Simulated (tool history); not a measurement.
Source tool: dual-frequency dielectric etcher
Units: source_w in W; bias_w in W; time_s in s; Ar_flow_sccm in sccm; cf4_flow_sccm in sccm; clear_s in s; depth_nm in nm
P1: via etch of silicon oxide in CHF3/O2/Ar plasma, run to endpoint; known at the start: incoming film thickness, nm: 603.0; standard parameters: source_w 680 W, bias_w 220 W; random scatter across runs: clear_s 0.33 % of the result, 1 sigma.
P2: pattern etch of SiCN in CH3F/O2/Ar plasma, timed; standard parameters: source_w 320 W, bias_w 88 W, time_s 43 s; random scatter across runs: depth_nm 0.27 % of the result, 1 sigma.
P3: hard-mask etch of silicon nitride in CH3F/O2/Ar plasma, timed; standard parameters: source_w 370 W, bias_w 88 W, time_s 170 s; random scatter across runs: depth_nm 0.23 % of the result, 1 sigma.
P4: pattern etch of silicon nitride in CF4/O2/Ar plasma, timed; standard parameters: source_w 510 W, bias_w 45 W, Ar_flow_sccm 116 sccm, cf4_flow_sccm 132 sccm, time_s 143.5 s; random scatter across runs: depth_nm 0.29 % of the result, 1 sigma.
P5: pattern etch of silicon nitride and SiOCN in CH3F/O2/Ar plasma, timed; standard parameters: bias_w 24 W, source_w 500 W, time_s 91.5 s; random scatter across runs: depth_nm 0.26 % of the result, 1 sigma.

Run 1, hour 8.4: process P1, source_w 680 W, bias_w 220 W. Result: clear_s 270.2 s.
Run 2, hour 19.4: process P3, source_w 480 W, bias_w 88 W, time_s 170 s. Result: depth_nm 136.6 nm.
Run 3, hour 28.3: process P4, source_w 510 W, bias_w 45 W, time_s 143.5 s, Ar_flow_sccm 142 sccm, cf4_flow_sccm 132 sccm. Result: depth_nm 267.83 nm.
Run 4, hour 37.2: process P3, source_w 370 W, bias_w 88 W, time_s 230 s. Result: depth_nm 167.69 nm.
Run 5, hour 45.7: process P1, source_w 490 W, bias_w 220 W. Result: clear_s 307.2 s.
Run 6, hour 55.2: process P4, source_w 510 W, bias_w 28 W, time_s 143.5 s, Ar_flow_sccm 116 sccm, cf4_flow_sccm 132 sccm. Result: depth_nm 232.41 nm.
Run 7, hour 65.9: process P2, source_w 320 W, bias_w 88 W, time_s 29.5 s. Result: depth_nm 11.24 nm.
Run 8, hour 78.6: process P1, source_w 680 W, bias_w 289 W. Result: clear_s 245.84 s.
Run 9, hour 92.2: process P1, source_w 680 W, bias_w 220 W. Result: clear_s 271.38 s.
Run 10, hour 108: process P2, source_w 320 W, bias_w 112 W, time_s 43 s. Result: depth_nm 17.88 nm.
Run 11, hour 120.1: process P1, source_w 680 W, bias_w 220 W. Result: clear_s 270.36 s.
Run 12, hour 129.4: process P5, source_w 500 W, bias_w 24 W, time_s 91.5 s. Result: depth_nm 13.84 nm.
Run 13, hour 137.7: process P4, source_w 510 W, bias_w 45 W, time_s 143.5 s, Ar_flow_sccm 116 sccm, cf4_flow_sccm 132 sccm. Result: depth_nm 274.66 nm.
Run 14, hour 152.4: process P4, source_w 510 W, bias_w 45 W, time_s 143.5 s, Ar_flow_sccm 116 sccm, cf4_flow_sccm 132 sccm. Result: depth_nm 273.85 nm.
Run 15, hour 168.2: process P1, source_w 680 W, bias_w 220 W. Result: clear_s 270.27 s.
Run 16, hour 183.5: process P5, source_w 500 W, bias_w 18 W, time_s 91.5 s. Result: depth_nm 12.238 nm.
Run 17, hour 196.2: process P2, source_w 320 W, bias_w 88 W, time_s 43 s. Result: depth_nm 16.332 nm.
Run 18, hour 207.1: process P4, source_w 510 W, bias_w 45 W, time_s 143.5 s, Ar_flow_sccm 116 sccm, cf4_flow_sccm 98 sccm. Result: depth_nm 264.25 nm.
Run 19, hour 214.8: process P5, source_w 500 W, bias_w 24 W, time_s 51.5 s. Result: depth_nm 7.7687 nm.
Run 20, hour 230.1: process P4, source_w 510 W, bias_w 45 W, time_s 86.5 s, Ar_flow_sccm 116 sccm, cf4_flow_sccm 132 sccm. Result: depth_nm 166.01 nm.
Run 21, hour 237.3: process P5, source_w 350 W, bias_w 24 W, time_s 91.5 s. Result: depth_nm 12.259 nm.
Run 22, hour 249.9: process P1, source_w 950 W, bias_w 220 W. Result: clear_s 239.29 s.
Run 23, hour 258.7: process P1, source_w 680 W, bias_w 155 W. Result: clear_s 304.39 s.

Run 24, settings as shown, results not yet in. Your forecast:
Run 24, hour 267.6: process P1, source_w 910 W, bias_w 139 W. Result: clear_s ?.

{"run 24": {"clear_s": 280.41}}

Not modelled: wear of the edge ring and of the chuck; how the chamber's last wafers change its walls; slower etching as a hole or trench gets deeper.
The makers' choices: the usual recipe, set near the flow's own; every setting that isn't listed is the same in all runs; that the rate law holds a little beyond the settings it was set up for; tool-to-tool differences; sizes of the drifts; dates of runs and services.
